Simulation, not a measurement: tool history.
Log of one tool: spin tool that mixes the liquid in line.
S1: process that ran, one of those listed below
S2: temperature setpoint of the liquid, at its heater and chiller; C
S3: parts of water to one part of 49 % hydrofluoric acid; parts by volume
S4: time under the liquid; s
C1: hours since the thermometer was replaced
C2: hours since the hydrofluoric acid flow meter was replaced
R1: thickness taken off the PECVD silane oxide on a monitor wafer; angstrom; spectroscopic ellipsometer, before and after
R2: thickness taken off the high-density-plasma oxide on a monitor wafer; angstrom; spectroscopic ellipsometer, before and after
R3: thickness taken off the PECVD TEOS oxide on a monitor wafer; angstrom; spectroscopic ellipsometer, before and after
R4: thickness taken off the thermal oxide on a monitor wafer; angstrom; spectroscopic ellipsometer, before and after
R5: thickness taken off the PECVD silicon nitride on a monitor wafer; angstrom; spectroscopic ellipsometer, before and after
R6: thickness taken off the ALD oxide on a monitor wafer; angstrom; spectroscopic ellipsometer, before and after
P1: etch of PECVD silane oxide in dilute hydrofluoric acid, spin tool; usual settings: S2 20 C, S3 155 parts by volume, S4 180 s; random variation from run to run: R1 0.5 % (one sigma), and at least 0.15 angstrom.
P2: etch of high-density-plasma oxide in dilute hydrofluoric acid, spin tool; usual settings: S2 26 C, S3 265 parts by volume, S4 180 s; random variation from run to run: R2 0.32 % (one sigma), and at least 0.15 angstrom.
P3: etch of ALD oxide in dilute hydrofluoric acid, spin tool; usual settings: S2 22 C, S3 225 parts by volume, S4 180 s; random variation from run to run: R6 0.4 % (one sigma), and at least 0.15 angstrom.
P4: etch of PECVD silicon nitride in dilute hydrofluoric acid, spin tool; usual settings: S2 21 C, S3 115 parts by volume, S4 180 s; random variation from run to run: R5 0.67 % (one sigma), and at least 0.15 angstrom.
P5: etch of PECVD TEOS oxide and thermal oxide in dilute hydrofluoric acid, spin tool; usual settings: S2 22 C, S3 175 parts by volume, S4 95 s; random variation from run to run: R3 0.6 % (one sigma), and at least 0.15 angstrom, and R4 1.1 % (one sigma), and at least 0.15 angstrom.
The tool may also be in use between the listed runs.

run     day  S1    S2   S3   S4     C1      C2      R1      R2      R3      R4      R5      R6
  1     0.4  P1    20  155  180  465.9  1220.8  208.66
  2     0.6  P1    20   45  180  470.7  1225.6  810.66
  3   1.042  P2    26  265  275  481.3  1236.2          94.571
  4   1.496  P5    22  175   45  492.2  1247.1                  18.899  10.518
  5   1.908  P1    20  155   75  502.1    1257  86.829
  6   2.267  P1    24   35  180  510.7  1265.6  1257.4
  7   2.562  P4  25.5  115  180  517.8  1272.7                                  46.878
  8   2.958  P1    28  155  295  527.3  1282.2  461.99
  9   3.317  P3    22  225   25  535.9  1290.8                                          16.719
 10   3.554  P1    20  270  180  541.6  1296.5  106.93
 11   3.896  P4    21  200  180  549.8  1304.7                                  20.441
 12   4.158  P1    20  155  180  556.1    1311  208.32
 13   4.571  P3    22  225  180    566  1320.9                                          120.44
 14   4.908  P1    20  155  340  574.1    1329  392.08
 15   5.229  P2    26   60  180  581.8  1336.7          351.19
 16   5.617  P4    21  115  180  591.1    1346                                  34.429
 17   6.033  P3    17  225  180  601.1    1356                                          99.875
 18   6.246  P5    22  175   95  606.2  1361.1                  39.952  21.855
 19     6.6  P5    17  175   95  614.7  1369.6                  32.554  18.116
 20   6.821  P1    20  155  180    620  1374.9  208.37
 21   7.083  P3    22   90  180  626.3  1381.2                                          349.21
 22   7.425  P5    22  305   95  634.5  1389.4                  19.925  11.165
 23    7.85  P4    21  115   35  644.7  1399.6                                  6.7024
 24   8.242  P2    26  265  180  654.1    1409          61.755
 25   8.558  P1    17  155  180  661.7  1416.6  182.96
 26   8.762  P1  25.5  155  180  666.6  1421.5  258.34
 27   9.154  P5    22  175   95    676  1430.9                  39.734   21.95
 28   9.354  P1    20  155  180  680.8  1435.7  209.74
 29   9.588  P2    33  265  180  686.4  1441.3          78.419
 30   9.829  P1    20  155  180  692.2  1447.1   208.2
 31  10.192  P1    20  155  180  700.9  1455.8  210.54
 32  10.525  P1    20  155  180  708.9  1463.8  209.77
 33  10.783  P1    20  155  180  715.1    1470  205.18
 34  11.062  P1    20  155  180  721.8  1476.7  198.55
 35  11.508  P1    20  155  180  732.5  1487.4  197.11
 36   11.85  P1    20  155  180  740.7  1495.6  193.71

Run 37 comes next. What will it give?
 37  12.171  P1  20  155  180  748.4  1503.3   ?

{"run 37": {"R1": 196.08}}

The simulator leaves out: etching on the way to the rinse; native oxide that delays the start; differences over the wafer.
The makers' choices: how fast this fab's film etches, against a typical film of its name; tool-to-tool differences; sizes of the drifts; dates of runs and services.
